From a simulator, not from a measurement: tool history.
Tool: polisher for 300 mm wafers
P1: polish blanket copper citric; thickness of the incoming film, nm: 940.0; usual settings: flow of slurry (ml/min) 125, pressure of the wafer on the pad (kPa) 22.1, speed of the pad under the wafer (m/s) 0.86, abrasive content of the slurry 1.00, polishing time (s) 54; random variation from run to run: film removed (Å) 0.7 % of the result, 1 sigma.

run,hour,flow of slurry (ml/min),pressure of the wafer on the pad (kPa),speed of the pad under the wafer (m/s),abrasive content of the slurry,polishing time (s),wafers polished on this pad,hours since the slurry nozzle was cleaned,hours since the head pressure was calibrated,hours since the slurry blender was calibrated,film removed (Å)
1,5.0,125,22.1,0.86,1.00,54,426,540.1,337.4,140.5,1310.10
2,11.8,125,22.1,0.86,1.00,84,503,546.9,344.2,147.3,2017.20
3,17.3,125,11.7,0.86,1.00,82,566,552.4,349.7,152.8,1071.70
4,22.6,125,22.1,0.86,1.00,54,626,557.7,355.0,158.1,1301.30
5,28.0,125,22.1,1.24,1.00,54,687,563.1,360.4,163.5,1852.50
6,31.9,180,22.1,0.86,1.00,54,732,567.0,364.3,167.4,1399.50
7,37.3,125,15.2,0.86,1.00,81,793,572.4,369.7,172.8,1348.90
8,43.9,125,22.1,0.86,1.00,54,868,579.0,376.3,179.4,1288.40
9,49.2,125,22.1,0.86,1.00,54,928,584.3,381.6,184.7,1309.00
10,53.5,90,22.1,0.86,1.00,54,977,588.6,385.9,189.0,1207.40
11,59.5,125,22.1,0.86,1.35,54,1045,594.6,391.9,195.0,1387.60
12,64.7,125,33.8,0.86,1.00,54,1104,599.8,397.1,200.2,1991.80
13,69.1,125,22.1,0.86,1.00,54,1154,604.2,401.5,204.6,1299.50
14,72.5,125,22.1,0.86,0.50,54,1192,607.6,404.9,208.0,1117.90
15,76.4,125,11.0,0.86,1.00,54,1236,611.5,408.8,211.9,666.30
16,80.6,125,22.1,0.86,1.00,27,1284,615.7,413.0,216.1,646.11
17,85.8,125,22.1,0.38,1.00,54,1343,620.9,418.2,221.3,599.52
18,91.5,125,22.1,0.86,1.00,54,1408,626.6,423.9,227.0,1297.50
19,97.6,125,22.1,0.86,1.00,54,1477,632.7,430.0,233.1,1235.80
20,102.1,125,22.1,0.86,1.00,54,1528,637.2,434.5,237.6,1222.00
21,108.5,125,22.1,0.86,1.00,54,1601,643.6,440.9,244.0,1202.40
# hour 109.8: worn pad replaced by a new one
22,112.4,125,22.1,0.86,1.00,54,30,647.5,444.8,247.9,1181.90
# hour 113.9: slurry blender recalibrated
23,117.9,125,22.1,0.86,1.00,54,92,653.0,450.3,4.0,1190.30
24,122.7,125,22.1,0.86,1.00,54,147,657.8,455.1,8.8,1169.60
25,126.0,125,22.1,0.86,1.00,54,184,661.1,458.4,12.1,1172.40

What P1 gives has crept away from where it was. These 2 causes fit the log equally well, each at the size given:
A: head's pressure below its setpoint, % = 9.59
B: slurry flow missing at the pad, % = 32.7
The creep began at about hour 91.5.
Why every other cause is out:
removal rate lost through wear of the pad, %: serviced at hour 109.8, which brought nothing back
abrasive missing from the slurry, %: serviced at hour 113.9, which brought nothing back

4 check runs are offered, each on 5 wafers whose results are averaged, their results left as question marks. Which one tells the causes apart?
check 1,129.3,180,22.1,0.86,1.00,54,,,,,?
check 2,129.3,125,22.1,1.12,1.00,54,,,,,?
check 3,129.3,125,22.1,0.86,1.15,54,,,,,?
check 4,129.3,125,22.1,0.86,0.75,54,,,,,?

What each check would give under each cause:
check,result,if A,if B
check 1,film removed (Å),1252.10,1287.10
check 2,film removed (Å),1519.40,1520.60
check 3,film removed (Å),1210.60,1210.80
check 4,film removed (Å),1105.50,1105.70
How far apart the two closest causes lie, in the result that separates them most: check 1 2.76 %; check 2 0.08 %; check 3 0.01 %; check 4 0.01 %
Only check 1 tells the causes apart: in the others they would give nearly the same result.

Then check 1 was run and gave: film removed (Å) 1282.10. Which cause is it?

It is B: slurry flow missing at the pad, %.

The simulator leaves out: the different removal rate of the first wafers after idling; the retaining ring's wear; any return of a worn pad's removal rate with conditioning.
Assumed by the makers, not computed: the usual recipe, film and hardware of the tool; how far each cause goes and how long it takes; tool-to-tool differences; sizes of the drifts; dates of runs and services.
